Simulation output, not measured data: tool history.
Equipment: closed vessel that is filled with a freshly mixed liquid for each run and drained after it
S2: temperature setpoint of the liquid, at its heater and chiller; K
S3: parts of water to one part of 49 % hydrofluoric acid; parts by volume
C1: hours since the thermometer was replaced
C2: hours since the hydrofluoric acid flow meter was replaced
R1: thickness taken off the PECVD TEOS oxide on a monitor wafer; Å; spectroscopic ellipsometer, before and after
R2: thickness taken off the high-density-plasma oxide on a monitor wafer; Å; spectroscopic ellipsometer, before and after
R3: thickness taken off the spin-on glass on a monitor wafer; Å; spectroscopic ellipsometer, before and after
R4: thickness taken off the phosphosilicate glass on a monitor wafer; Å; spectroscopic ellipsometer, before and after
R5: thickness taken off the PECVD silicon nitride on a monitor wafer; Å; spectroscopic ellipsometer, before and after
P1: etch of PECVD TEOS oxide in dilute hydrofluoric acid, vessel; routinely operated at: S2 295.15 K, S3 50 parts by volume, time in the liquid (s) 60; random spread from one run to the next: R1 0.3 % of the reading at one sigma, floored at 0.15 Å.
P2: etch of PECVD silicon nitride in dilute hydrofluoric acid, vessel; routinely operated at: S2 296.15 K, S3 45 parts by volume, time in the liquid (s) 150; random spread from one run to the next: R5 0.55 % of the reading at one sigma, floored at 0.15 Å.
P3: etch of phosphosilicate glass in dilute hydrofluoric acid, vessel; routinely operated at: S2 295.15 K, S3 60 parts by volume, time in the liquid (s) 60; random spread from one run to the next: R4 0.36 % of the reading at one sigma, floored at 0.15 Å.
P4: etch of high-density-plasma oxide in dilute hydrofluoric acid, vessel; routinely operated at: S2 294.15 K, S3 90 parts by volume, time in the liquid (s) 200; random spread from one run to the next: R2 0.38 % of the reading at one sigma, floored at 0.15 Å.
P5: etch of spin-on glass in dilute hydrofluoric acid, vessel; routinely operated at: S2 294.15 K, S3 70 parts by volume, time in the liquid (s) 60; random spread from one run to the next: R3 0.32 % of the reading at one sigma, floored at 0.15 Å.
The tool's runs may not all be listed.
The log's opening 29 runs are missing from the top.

run 30 hour=328.3 | process_that_ran=P1 S2=295.15 S3=85 time_in_the_liquid_(s)=60 | C1=1432.1 C2=162.7 | R1=127.37
run 31 hour=342.2 | process_that_ran=P1 S2=300.65 S3=50 time_in_the_liquid_(s)=60 | C1=1446 C2=176.6 | R1=283.89
run 32 hour=351 | process_that_ran=P4 S2=294.15 S3=90 time_in_the_liquid_(s)=330 | C1=1454.8 C2=185.4 | R2=174.43
run 33 hour=364.2 | process_that_ran=P1 S2=295.15 S3=50 time_in_the_liquid_(s)=60 | C1=1468 C2=198.6 | R1=227.89
run 34 hour=373.6 | process_that_ran=P1 S2=295.15 S3=50 time_in_the_liquid_(s)=60 | C1=1477.4 C2=208 | R1=225.13
run 35 hour=383.3 | process_that_ran=P1 S2=295.15 S3=50 time_in_the_liquid_(s)=60 | C1=1487.1 C2=217.7 | R1=232.08
run 36 hour=396.3 | process_that_ran=P1 S2=295.15 S3=50 time_in_the_liquid_(s)=60 | C1=1500.1 C2=230.7 | R1=238.95
run 37 hour=406.7 | process_that_ran=P1 S2=295.15 S3=50 time_in_the_liquid_(s)=60 | C1=1510.5 C2=241.1 | R1=242.48
run 38 hour=422.6 | process_that_ran=P1 S2=295.15 S3=50 time_in_the_liquid_(s)=60 | C1=1526.4 C2=257 | R1=246.64
run 39 hour=434.5 | process_that_ran=P1 S2=295.15 S3=50 time_in_the_liquid_(s)=60 | C1=1538.3 C2=268.9 | R1=246.61
run 40 hour=442.3 | process_that_ran=P1 S2=295.15 S3=50 time_in_the_liquid_(s)=60 | C1=1546.1 C2=276.7 | R1=247.3
run 41 hour=450.5 | process_that_ran=P1 S2=295.15 S3=50 time_in_the_liquid_(s)=60 | C1=1554.3 C2=284.9 | R1=247.79
run 42 hour=460.5 | process_that_ran=P1 S2=295.15 S3=50 time_in_the_liquid_(s)=60 | C1=1564.3 C2=294.9 | R1=246.7

Run 43 has not been measured yet. What should we expect?
run 43 hour=468.2 | process_that_ran=P1 S2=295.15 S3=50 time_in_the_liquid_(s)=60 | C1=1572 C2=302.6 | R1=?

R1: 249.63 Å
